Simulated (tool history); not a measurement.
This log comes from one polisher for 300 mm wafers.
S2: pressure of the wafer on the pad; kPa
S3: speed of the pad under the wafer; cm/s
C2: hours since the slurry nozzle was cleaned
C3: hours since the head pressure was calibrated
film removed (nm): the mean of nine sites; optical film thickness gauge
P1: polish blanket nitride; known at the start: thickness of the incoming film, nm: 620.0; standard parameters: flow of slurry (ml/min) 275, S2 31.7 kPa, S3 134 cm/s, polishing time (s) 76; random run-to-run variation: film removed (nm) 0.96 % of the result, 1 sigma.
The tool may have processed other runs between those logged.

Run 1, day 0.183: flow of slurry (ml/min) 275, S2 31.7 kPa, S3 134 cm/s, polishing time (s) 76; wafers polished on this pad 630; C2 438.9; C3 140. Result: film removed (nm) 221.79.
Run 2, day 0.275: flow of slurry (ml/min) 275, S2 31.7 kPa, S3 134 cm/s, polishing time (s) 76; wafers polished on this pad 655; C2 441.1; C3 142.2. Result: film removed (nm) 224.66.
Run 3, day 0.379: flow of slurry (ml/min) 165, S2 31.7 kPa, S3 134 cm/s, polishing time (s) 76; wafers polished on this pad 683; C2 443.6; C3 144.7. Result: film removed (nm) 212.82.
Run 4, day 0.55: flow of slurry (ml/min) 275, S2 46.2 kPa, S3 134 cm/s, polishing time (s) 105; wafers polished on this pad 730; C2 447.7; C3 148.8. Result: film removed (nm) 456.65.
Run 5, day 0.7: flow of slurry (ml/min) 275, S2 49 kPa, S3 134 cm/s, polishing time (s) 76; wafers polished on this pad 771; C2 451.3; C3 152.4. Result: film removed (nm) 346.11.
Run 6, day 0.871: flow of slurry (ml/min) 275, S2 31.7 kPa, S3 134 cm/s, polishing time (s) 76; wafers polished on this pad 817; C2 455.4; C3 156.5. Result: film removed (nm) 225.34.
Run 7, day 0.967: flow of slurry (ml/min) 275, S2 31.7 kPa, S3 134 cm/s, polishing time (s) 76; wafers polished on this pad 843; C2 457.7; C3 158.8. Result: film removed (nm) 223.37.
Run 8, day 1.071: flow of slurry (ml/min) 275, S2 14.5 kPa, S3 134 cm/s, polishing time (s) 76; wafers polished on this pad 872; C2 460.2; C3 161.3. Result: film removed (nm) 102.94.
Run 9, day 1.158: flow of slurry (ml/min) 275, S2 31.7 kPa, S3 134 cm/s, polishing time (s) 34; wafers polished on this pad 895; C2 462.3; C3 163.4. Result: film removed (nm) 101.69.
Run 10, day 1.283: flow of slurry (ml/min) 275, S2 31.7 kPa, S3 134 cm/s, polishing time (s) 76; wafers polished on this pad 929; C2 465.3; C3 166.4. Result: film removed (nm) 222.76.
Run 11, day 1.462: flow of slurry (ml/min) 275, S2 31.7 kPa, S3 134 cm/s, polishing time (s) 76; wafers polished on this pad 978; C2 469.6; C3 170.7. Result: film removed (nm) 228.9.
Run 12, day 1.583: flow of slurry (ml/min) 275, S2 31.7 kPa, S3 68 cm/s, polishing time (s) 76; wafers polished on this pad 1011; C2 472.5; C3 173.6. Result: film removed (nm) 131.98.
Run 13, day 1.671: flow of slurry (ml/min) 275, S2 31.7 kPa, S3 134 cm/s, polishing time (s) 76; wafers polished on this pad 1035; C2 474.6; C3 175.7. Result: film removed (nm) 226.05.
Run 14, day 1.854: flow of slurry (ml/min) 365, S2 31.7 kPa, S3 134 cm/s, polishing time (s) 76; wafers polished on this pad 1085; C2 479; C3 180.1. Result: film removed (nm) 229.05.
Run 15, day 1.95: flow of slurry (ml/min) 275, S2 31.7 kPa, S3 174 cm/s, polishing time (s) 76; wafers polished on this pad 1111; C2 481.3; C3 182.4. Result: film removed (nm) 281.05.
Run 16, day 2.133: flow of slurry (ml/min) 275, S2 31.7 kPa, S3 134 cm/s, polishing time (s) 115; wafers polished on this pad 1160; C2 485.7; C3 186.8. Result: film removed (nm) 341.31.
Run 17, day 2.288: flow of slurry (ml/min) 275, S2 31.7 kPa, S3 134 cm/s, polishing time (s) 76; wafers polished on this pad 1202; C2 489.4; C3 190.5. Result: film removed (nm) 227.72.

Expected results for the next run?
Run 18, day 2.379: flow of slurry (ml/min) 275, S2 31.7 kPa, S3 134 cm/s, polishing time (s) 76; wafers polished on this pad 1227; C2 491.6; C3 192.7. Result: film removed (nm) ?.

{"run 18": {"film removed (nm)": 218.66}}
